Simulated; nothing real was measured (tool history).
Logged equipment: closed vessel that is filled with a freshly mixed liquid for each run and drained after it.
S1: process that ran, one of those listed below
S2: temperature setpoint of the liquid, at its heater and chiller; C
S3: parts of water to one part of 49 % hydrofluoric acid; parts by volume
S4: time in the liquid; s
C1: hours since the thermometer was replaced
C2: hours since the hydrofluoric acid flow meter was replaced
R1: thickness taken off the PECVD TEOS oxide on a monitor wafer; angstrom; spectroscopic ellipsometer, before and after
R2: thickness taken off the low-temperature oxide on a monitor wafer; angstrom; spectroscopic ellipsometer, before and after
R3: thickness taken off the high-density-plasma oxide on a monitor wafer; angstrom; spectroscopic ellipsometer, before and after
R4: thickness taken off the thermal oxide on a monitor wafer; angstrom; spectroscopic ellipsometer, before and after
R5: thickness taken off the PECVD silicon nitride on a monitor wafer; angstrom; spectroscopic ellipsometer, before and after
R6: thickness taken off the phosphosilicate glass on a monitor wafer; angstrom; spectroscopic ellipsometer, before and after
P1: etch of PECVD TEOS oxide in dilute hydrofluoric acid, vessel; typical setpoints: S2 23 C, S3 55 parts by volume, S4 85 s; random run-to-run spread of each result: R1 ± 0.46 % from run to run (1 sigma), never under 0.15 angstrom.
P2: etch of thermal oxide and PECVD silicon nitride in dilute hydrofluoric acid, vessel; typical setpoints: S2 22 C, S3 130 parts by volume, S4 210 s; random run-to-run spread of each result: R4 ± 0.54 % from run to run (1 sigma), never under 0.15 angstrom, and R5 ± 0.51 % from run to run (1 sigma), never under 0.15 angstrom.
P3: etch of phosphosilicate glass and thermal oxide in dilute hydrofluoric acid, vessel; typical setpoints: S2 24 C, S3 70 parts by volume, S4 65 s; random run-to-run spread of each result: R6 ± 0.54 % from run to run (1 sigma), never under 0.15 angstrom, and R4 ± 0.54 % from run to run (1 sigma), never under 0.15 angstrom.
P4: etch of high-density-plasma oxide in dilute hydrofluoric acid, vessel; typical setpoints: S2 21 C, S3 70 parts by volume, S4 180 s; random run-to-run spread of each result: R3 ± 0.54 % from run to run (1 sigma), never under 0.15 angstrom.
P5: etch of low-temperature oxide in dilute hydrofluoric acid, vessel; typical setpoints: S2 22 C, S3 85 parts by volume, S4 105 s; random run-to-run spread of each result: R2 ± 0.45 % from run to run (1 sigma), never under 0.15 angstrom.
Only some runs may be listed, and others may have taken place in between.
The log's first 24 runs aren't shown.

{"run": 25, "hour": 148.1, "S1": "P5", "S2": 22, "S3": 50, "S4": 105, "C1": 833.8, "C2": 1805.5, "R2": 370.46}
{"run": 26, "hour": 152.4, "S1": "P1", "S2": 17, "S3": 55, "S4": 85, "C1": 838.1, "C2": 1809.8, "R1": 285.75}
{"run": 27, "hour": 159.6, "S1": "P1", "S2": 23, "S3": 55, "S4": 85, "C1": 845.3, "C2": 1817, "R1": 367.93}
{"run": 28, "hour": 168.0, "S1": "P1", "S2": 23, "S3": 55, "S4": 125, "C1": 853.7, "C2": 1825.4, "R1": 538.77}
{"run": 29, "hour": 171.9, "S1": "P2", "S2": 22, "S3": 130, "S4": 55, "C1": 857.6, "C2": 1829.3, "R4": 18.296, "R5": 16.593}
{"run": 30, "hour": 179.8, "S1": "P1", "S2": 28.5, "S3": 55, "S4": 85, "C1": 865.5, "C2": 1837.2, "R1": 459.73}
{"run": 31, "hour": 184.7, "S1": "P2", "S2": 22, "S3": 205, "S4": 210, "C1": 870.4, "C2": 1842.1, "R4": 39.879, "R5": 40.964}
{"run": 32, "hour": 190.1, "S1": "P2", "S2": 28.5, "S3": 130, "S4": 210, "C1": 875.8, "C2": 1847.5, "R4": 88.029, "R5": 97.509}
{"run": 33, "hour": 198.1, "S1": "P1", "S2": 23, "S3": 55, "S4": 85, "C1": 883.8, "C2": 1855.5, "R1": 368.98}
{"run": 34, "hour": 206.0, "S1": "P1", "S2": 23, "S3": 55, "S4": 85, "C1": 891.7, "C2": 1863.4, "R1": 380.61}
{"run": 35, "hour": 212.0, "S1": "P1", "S2": 23, "S3": 55, "S4": 85, "C1": 897.7, "C2": 1869.4, "R1": 386.25}
{"run": 36, "hour": 219.4, "S1": "P1", "S2": 23, "S3": 55, "S4": 85, "C1": 905.1, "C2": 1876.8, "R1": 392.38}
{"run": 37, "hour": 227.1, "S1": "P1", "S2": 23, "S3": 55, "S4": 85, "C1": 912.8, "C2": 1884.5, "R1": 393.16}
{"run": 38, "hour": 234.9, "S1": "P1", "S2": 23, "S3": 55, "S4": 85, "C1": 920.6, "C2": 1892.3, "R1": 398.11}
{"run": 39, "hour": 239.5, "S1": "P1", "S2": 23, "S3": 55, "S4": 85, "C1": 925.2, "C2": 1896.9, "R1": 397.52}
{"run": 40, "hour": 247.2, "S1": "P1", "S2": 23, "S3": 55, "S4": 85, "C1": 932.9, "C2": 1904.6, "R1": 399.07}
{"run": 41, "hour": 255.9, "S1": "P1", "S2": 23, "S3": 55, "S4": 85, "C1": 941.6, "C2": 1913.3, "R1": 399.19}
{"run": 42, "hour": 261.8, "S1": "P1", "S2": 23, "S3": 55, "S4": 85, "C1": 947.5, "C2": 1919.2, "R1": 401.34}

What will run 43 give?
{"run": 43, "hour": 268.8, "S1": "P1", "S2": 23, "S3": 55, "S4": 85, "C1": 954.5, "C2": 1926.2, "R1": "?"}

{"run 43": {"R1": 400.52}}
